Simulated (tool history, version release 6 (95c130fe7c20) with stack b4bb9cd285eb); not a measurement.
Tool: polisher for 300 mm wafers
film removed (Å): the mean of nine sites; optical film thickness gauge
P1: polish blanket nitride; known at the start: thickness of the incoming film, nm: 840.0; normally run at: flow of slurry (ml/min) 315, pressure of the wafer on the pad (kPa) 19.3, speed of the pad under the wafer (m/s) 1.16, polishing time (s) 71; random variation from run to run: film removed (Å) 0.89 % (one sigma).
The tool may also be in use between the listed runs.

run,hour,flow of slurry (ml/min),pressure of the wafer on the pad (kPa),speed of the pad under the wafer (m/s),polishing time (s),wafers polished on this pad,hours since the slurry nozzle was cleaned,hours since the head pressure was calibrated,film removed (Å)
1,9.1,315,19.3,1.16,71,295,127.9,283,1146.3
2,19.5,315,19.3,1.16,71,397,138.3,293.4,1138.5
3,27.3,190,19.3,1.16,71,474,146.1,301.2,1103.2
4,39,455,19.3,1.16,71,589,157.8,312.9,1186.8
5,48.9,315,19.3,0.7,71,686,167.7,322.8,773.99
6,58.5,315,19.3,1.16,96,780,177.3,332.4,1587.3
7,66.5,315,19.3,1.16,71,858,185.3,340.4,1146.1
8,76.4,190,28.3,1.16,71,955,195.2,350.3,1594.5
9,83.6,315,9,1.16,71,1026,202.4,357.5,535.37
10,89.8,315,30.3,1.16,71,1087,208.6,363.7,1798
11,98.4,315,19.3,1.74,92,1171,217.2,372.3,2078.6
12,107.3,315,19.3,1.16,71,1258,226.1,381.2,1165.4
13,116.1,190,19.3,1.16,44,1345,234.9,390,673.28
14,126.7,315,19.3,1.16,43,1449,245.5,400.6,685.53
15,136.1,315,19.3,1.16,71,1541,254.9,410,1177.1
16,143.8,315,19.3,1.76,71,1616,262.6,417.7,1623
17,155.1,315,19.3,1.16,71,1727,273.9,429,1147.9
18,164.3,315,19.3,1.16,71,1817,283.1,438.2,1135
19,174,315,19.3,1.16,71,1913,292.8,447.9,1116.2
# hour 183.5: head pressure recalibrated
20,184.7,315,19.3,1.16,71,2017,303.5,1.3,1133.2
21,190.4,315,19.3,1.16,71,2073,309.2,7,1121
22,196.9,315,19.3,1.16,71,2137,315.7,13.5,1087.8
23,204.5,315,19.3,1.16,71,2212,323.3,21.1,1123.6
24,213.9,315,19.3,1.16,71,2304,332.7,30.5,1106.9

What P1 gives has crept away from where it was. These 2 causes fit the log equally well, each at the size given:
A: removal rate lost through wear of the pad, % = 4.79
B: slurry flow missing at the pad, % = 36.6
The creep began at about hour 155.1.
Why every other cause is out:
head's pressure below its setpoint, %: serviced at hour 183.5, which brought nothing back

4 check runs are offered, each on 5 wafers whose results are averaged, their results left as question marks. Which one tells the causes apart?
check 1,223.3,315,9.7,1.16,71,,,,?
check 2,223.3,190,19.3,1.16,71,,,,?
check 3,223.3,315,9,1.16,46,,,,?
check 4,223.3,315,19.3,0.72,71,,,,?

What each check would give under each cause:
check,result,if A,if B
check 1,film removed (Å),547.95,547.91
check 2,film removed (Å),1036.3,1005.8
check 3,film removed (Å),329.65,329.63
check 4,film removed (Å),748.29,748.23
How far apart the two closest causes lie, in the result that separates them most: check 1 0.01 %; check 2 2.99 %; check 3 0.01 %; check 4 0.01 %
Only check 2 tells the causes apart: in the others they would give nearly the same result.

Check 2 was then run and gave: film removed (Å) 1005.5. Which cause is it?

It is B: slurry flow missing at the pad, %.
